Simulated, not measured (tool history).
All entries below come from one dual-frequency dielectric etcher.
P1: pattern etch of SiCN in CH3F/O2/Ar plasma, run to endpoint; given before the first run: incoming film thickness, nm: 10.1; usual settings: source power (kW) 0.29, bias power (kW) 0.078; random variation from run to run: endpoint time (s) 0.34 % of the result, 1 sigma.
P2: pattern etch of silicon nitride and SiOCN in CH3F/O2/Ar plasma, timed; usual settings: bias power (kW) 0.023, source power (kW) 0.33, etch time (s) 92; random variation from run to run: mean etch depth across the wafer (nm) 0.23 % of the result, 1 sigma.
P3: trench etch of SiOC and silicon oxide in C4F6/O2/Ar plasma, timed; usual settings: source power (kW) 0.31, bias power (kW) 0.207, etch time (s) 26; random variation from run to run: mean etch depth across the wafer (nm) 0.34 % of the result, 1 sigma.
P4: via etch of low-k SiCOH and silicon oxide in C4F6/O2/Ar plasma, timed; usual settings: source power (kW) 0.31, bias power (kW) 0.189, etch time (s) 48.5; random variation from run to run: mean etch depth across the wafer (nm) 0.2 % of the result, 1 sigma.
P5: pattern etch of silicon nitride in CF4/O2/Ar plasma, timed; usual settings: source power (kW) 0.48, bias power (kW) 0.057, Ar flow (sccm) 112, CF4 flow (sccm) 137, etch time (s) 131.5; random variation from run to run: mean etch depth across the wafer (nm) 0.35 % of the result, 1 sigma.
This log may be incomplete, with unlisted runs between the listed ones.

run   hour  process that ran  source power (kW)  bias power (kW)  Ar flow (sccm)  CF4 flow (sccm)  etch time (s)  hours since the last wet clean  hours since the last source power generator calibration  hours since the last bias power generator calibration  endpoint time (s)  mean etch depth across the wafer (nm)
  1   11.4                P1               0.29            0.078                                                                           196.8                                                   2198.7                                                 2605.8             30.307
  2   18.5                P5               0.48            0.057             112              137          131.5                           203.9                                                   2205.8                                                 2612.9                                                    252.62
  3   26.3                P1               0.29            0.093                                                                           211.7                                                   2213.6                                                 2620.7             28.462
  4   36.7                P3               0.31            0.207                                              26                           222.1                                                     2224                                                 2631.1                                                    50.759
  5   46.3                P5               0.48            0.057             112              111          131.5                           231.7                                                   2233.6                                                 2640.7                                                     248.2
  6   52.3                P4               0.42            0.189                                            48.5                           237.7                                                   2239.6                                                 2646.7                                                    121.51
  7   64.7                P5               0.48            0.043             112              137          131.5                           250.1                                                     2252                                                 2659.1                                                    229.82
  8   71.5                P1               0.34            0.078                                                                           256.9                                                   2258.8                                                 2665.9             28.585
  9   79.7                P2               0.33            0.014                                              92                           265.1                                                     2267                                                 2674.1                                                    9.3426
 10   85.5                P4               0.31            0.189                                            48.5                           270.9                                                   2272.8                                                 2679.9                                                    107.97
 11   94.7                P1               0.29            0.078                                                                           280.1                                                     2282                                                 2689.1             30.129
 12  106.8                P1               0.29            0.051                                                                           292.2                                                   2294.1                                                 2701.2             35.211
 13  117.1                P1               0.29            0.078                                                                           302.5                                                   2304.4                                                 2711.5             30.254
 14  126.1                P2               0.33            0.023                                            57.5                           311.5                                                   2313.4                                                 2720.5                                                    7.2381
 15  138.3                P1               0.29            0.078                                                                           323.7                                                   2325.6                                                 2732.7             30.338
 16    150                P5               0.59            0.057             112              137          131.5                           335.4                                                   2337.3                                                 2744.4                                                    303.58
 17  162.1                P4               0.31            0.189                                            48.5                           347.5                                                   2349.4                                                 2756.5                                                    107.77
 18  169.6                P4               0.31            0.189                                            60.5                             355                                                   2356.9                                                   2764                                                    134.53
 19    178                P1               0.39             0.05                                                                           363.4                                                   2365.3                                                 2772.4             31.636
 20  186.3                P2               0.33            0.023                                              92                           371.7                                                   2373.6                                                 2780.7                                                    11.508
 21    192                P3               0.31            0.207                                              19                           377.4                                                   2379.3                                                 2786.4                                                    36.955
 22  200.5                P3               0.31            0.121                                              26                           385.9                                                   2387.8                                                 2794.9                                                    42.645
 23  211.1                P2               0.21            0.023                                              92                           396.5                                                   2398.4                                                 2805.5                                                    9.8747
 24  219.6                P2               0.33            0.023                                              92                             405                                                   2406.9                                                   2814                                                    11.614

Estimate the outcome of run 25 from the log above:
 25  228.9                P4               0.31            0.127                                            48.5                           414.3                                                   2416.2                                                 2823.3                                                         ?

{"run 25": {"mean etch depth across the wafer (nm)": 95.479}}
